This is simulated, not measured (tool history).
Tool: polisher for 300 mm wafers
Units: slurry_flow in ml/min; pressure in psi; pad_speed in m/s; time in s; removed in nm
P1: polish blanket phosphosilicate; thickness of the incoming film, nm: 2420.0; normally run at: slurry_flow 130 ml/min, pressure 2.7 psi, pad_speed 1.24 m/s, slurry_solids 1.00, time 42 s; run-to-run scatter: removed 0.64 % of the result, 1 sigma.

run   hour  slurry_flow  pressure  pad_speed  slurry_solids  time  wafers polished on this pad  hours since the slurry nozzle was cleaned  hours since the head pressure was calibrated  hours since the slurry blender was calibrated  hours since the conditioning disc was replaced  removed
  1    7.7          130       2.7       1.24           1.00    42                          359                                      518.5                                         395.4                                          153.1                                           165.7   432.27
  2   15.6          130       2.7       1.90           1.00    42                          474                                      526.4                                         403.3                                          161.0                                           173.6   613.74
      19.2  -- slurry blender recalibrated
  3   25.8          130       2.7       1.24           1.00    60                          622                                      536.6                                         413.5                                            6.7                                           183.8   631.14
  4   31.7          130       2.7       0.62           1.00    42                          708                                      542.5                                         419.4                                           12.6                                           189.7   251.51
  5   41.1          130       1.6       1.24           1.00    42                          845                                      551.9                                         428.8                                           22.0                                           199.1   258.62
  6   47.8          130       2.7       1.24           1.00    42                          942                                      558.6                                         435.5                                           28.7                                           205.8   440.32
  7   60.0          180       3.5       1.24           1.00    42                         1119                                      570.8                                         447.7                                           40.9                                           218.0   599.27
  8   70.7          130       3.9       1.24           1.00    42                         1275                                      581.5                                         458.4                                           51.6                                           228.7   640.00
  9   78.6          130       2.7       1.24           1.00    42                         1390                                      589.4                                         466.3                                           59.5                                           236.6   436.07
 10   88.6          130       2.7       1.24           1.00    42                         1535                                      599.4                                         476.3                                           69.5                                           246.6   432.81
 11   97.2          130       2.7       1.24           1.50    42                         1660                                      608.0                                         484.9                                           78.1                                           255.2   519.13
 12  106.8           80       2.7       1.24           1.00    42                         1800                                      617.6                                         494.5                                           87.7                                           264.8   392.00
 13  118.1          130       2.7       1.24           1.00    28                         1964                                      628.9                                         505.8                                           99.0                                           276.1   293.45
 14  128.8          180       2.7       1.24           1.00    42                         2120                                      639.6                                         516.5                                          109.7                                           286.8   463.05
 15  138.5          130       2.7       1.24           1.00    42                         2261                                      649.3                                         526.2                                          119.4                                           296.5   438.25
 16  150.4          130       2.7       1.24           0.55    42                         2434                                      661.2                                         538.1                                          131.3                                           308.4   322.97
 17  157.5          130       2.7       1.24           1.00    42                         2537                                      668.3                                         545.2                                          138.4                                           315.5   441.27
 18  169.6          130       2.7       1.24           1.00    42                         2713                                      680.4                                         557.3                                          150.5                                           327.6   436.84
 19  175.0          130       2.7       1.24           1.00    42                         2791                                      685.8                                         562.7                                          155.9                                           333.0   435.67
 20  186.7          130       2.7       1.24           1.00    42                         2962                                      697.5                                         574.4                                          167.6                                           344.7   422.00
 21  198.2          130       2.7       1.24           1.00    42                         3129                                      709.0                                         585.9                                          179.1                                           356.2   404.71
 22  204.6          130       2.7       1.24           1.00    42                         3222                                      715.4                                         592.3                                          185.5                                           362.6   402.74
 23  214.1          130       2.7       1.24           1.00    42                         3360                                      724.9                                         601.8                                          195.0                                           372.1   398.30
     218.8  -- head pressure recalibrated
 24  224.5          130       2.7       1.24           1.00    42                         3511                                      735.3                                           5.7                                          205.4                                           382.5   388.13
 25  236.5          130       2.7       1.24           1.00    42                         3686                                      747.3                                          17.7                                          217.4                                           394.5   388.35
     239.6  -- conditioning disc replaced and pad reconditioned
     246.7  -- slurry nozzle cleaned
 26  247.1          130       2.7       1.24           1.00    42                         3840                                        0.5                                          28.3                                          228.0                                             7.6   382.23
 27  258.8          130       2.7       1.24           1.00    42                         4010                                       12.2                                          40.0                                          239.7                                            19.3   383.71
 28  268.3          130       2.7       1.24           1.00    42                         4148                                       21.7                                          49.5                                          249.2                                            28.8   380.96
 29  279.4          130       2.7       1.24           1.00    42                         4309                                       32.8                                          60.6                                          260.3                                            39.9   380.17
 30  290.9          130       2.7       1.24           1.00    42                         4477                                       44.3                                          72.1                                          271.8                                            51.4   379.19

What P1 gives has crept away from where it was. These 2 causes fit the log equally well, each at the size given:
A: abrasive missing from the slurry, % = 25.2
B: removal rate lost through wear of the pad, % = 13.3
The creep began at about hour 175.0.
Why every other cause is out:
slurry flow missing at the pad, %: serviced at hour 246.7, which brought nothing back
head's pressure below its setpoint, %: serviced at hour 218.8, which brought nothing back
time polished since the conditioner stopped cutting, s: serviced at hour 239.6, which brought nothing back

4 check runs are offered, each on 5 wafers whose results are averaged, their results left as question marks. Which one tells the causes apart?
check 1  302.4          130       2.7       1.82           1.00    57                                                                                                                                                                                                                             ?
check 2  302.4          130       3.5       0.94           1.00    42                                                                                                                                                                                                                             ?
check 3  302.4           95       2.7       1.24           1.40    42                                                                                                                                                                                                                             ?
check 4  302.4          130       2.7       1.64           1.00    42                                                                                                                                                                                                                             ?

What each check would give under each cause:
  check   result    if A    if B
check 1  removed  701.11  700.94
check 2  removed  394.74  394.65
check 3  removed  416.39  406.39
check 4  removed  475.31  475.20
How far apart the two closest causes lie, in the result that separates them most: check 1 0.02 %; check 2 0.02 %; check 3 2.43 %; check 4 0.02 %
Check 3 tells the causes apart: in the others they would give nearly the same result.

Then check 3 was run and gave: removed 416.08 nm. Which cause is it?

It is A: abrasive missing from the slurry, %.
